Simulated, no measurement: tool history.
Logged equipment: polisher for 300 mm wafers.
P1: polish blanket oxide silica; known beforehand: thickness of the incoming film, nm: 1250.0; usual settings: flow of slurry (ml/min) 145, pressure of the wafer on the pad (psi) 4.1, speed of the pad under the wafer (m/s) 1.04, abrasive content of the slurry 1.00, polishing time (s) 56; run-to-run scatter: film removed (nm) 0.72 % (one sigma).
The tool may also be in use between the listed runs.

| run | hour | flow of slurry (ml/min) | pressure of the wafer on the pad (psi) | speed of the pad under the wafer (m/s) | abrasive content of the slurry | polishing time (s) | wafers polished on this pad | hours since the slurry nozzle was cleaned | hours since the head pressure was calibrated | hours since the slurry blender was calibrated | hours since the conditioning disc was replaced | film removed (nm) |
|---|---|---|---|---|---|---|---|---|---|---|---|---|
| 1 | 9.6 | 145 | 4.1 | 1.04 | 1.00 | 56 | 902 | 149.7 | 1035.2 | 162.0 | 359.7 | 201.90 |
| 2 | 16.3 | 145 | 2.5 | 1.04 | 1.00 | 56 | 957 | 156.4 | 1041.9 | 168.7 | 366.4 | 123.15 |
|  | 28.4 | conditioning disc replaced and pad reconditioned |
| 3 | 29.0 | 105 | 4.1 | 1.04 | 1.00 | 56 | 1061 | 169.1 | 1054.6 | 181.4 | 0.7 | 190.34 |
| 4 | 39.4 | 145 | 4.1 | 1.04 | 1.00 | 56 | 1146 | 179.5 | 1065.0 | 191.8 | 11.1 | 203.42 |
| 5 | 50.7 | 145 | 4.1 | 1.46 | 1.00 | 56 | 1239 | 190.8 | 1076.3 | 203.1 | 22.4 | 264.43 |
| 6 | 61.3 | 145 | 4.1 | 1.04 | 1.00 | 38 | 1326 | 201.4 | 1086.9 | 213.7 | 33.0 | 138.05 |
| 7 | 71.8 | 145 | 4.1 | 1.04 | 1.00 | 83 | 1412 | 211.9 | 1097.4 | 224.2 | 43.5 | 302.54 |
| 8 | 79.6 | 145 | 4.1 | 1.04 | 1.35 | 56 | 1476 | 219.7 | 1105.2 | 232.0 | 51.3 | 228.99 |
| 9 | 91.4 | 225 | 4.1 | 1.04 | 1.00 | 56 | 1573 | 231.5 | 1117.0 | 243.8 | 63.1 | 214.73 |
| 10 | 99.1 | 145 | 4.1 | 1.04 | 1.00 | 56 | 1636 | 239.2 | 1124.7 | 251.5 | 70.8 | 202.49 |
| 11 | 112.4 | 145 | 4.1 | 1.04 | 1.00 | 56 | 1745 | 252.5 | 1138.0 | 264.8 | 84.1 | 203.68 |
| 12 | 123.7 | 145 | 4.1 | 0.60 | 1.00 | 56 | 1838 | 263.8 | 1149.3 | 276.1 | 95.4 | 132.44 |
| 13 | 131.5 | 145 | 4.1 | 1.04 | 1.00 | 56 | 1902 | 271.6 | 1157.1 | 283.9 | 103.2 | 202.35 |
| 14 | 140.9 | 190 | 4.1 | 1.04 | 1.40 | 56 | 1979 | 281.0 | 1166.5 | 293.3 | 112.6 | 245.87 |
| 15 | 153.9 | 145 | 6.3 | 1.04 | 1.00 | 56 | 2086 | 294.0 | 1179.5 | 306.3 | 125.6 | 311.46 |
| 16 | 162.2 | 145 | 4.1 | 1.04 | 0.75 | 56 | 2154 | 302.3 | 1187.8 | 314.6 | 133.9 | 176.61 |
| 17 | 175.2 | 145 | 4.1 | 1.04 | 1.00 | 56 | 2260 | 315.3 | 1200.8 | 327.6 | 146.9 | 202.55 |

Run 18 has not been measured yet. What should we expect?
| 18 | 187.6 | 145 | 4.1 | 1.04 | 1.00 | 56 | 2362 | 327.7 | 1213.2 | 340.0 | 159.3 | ? |

film removed (nm): 198.26
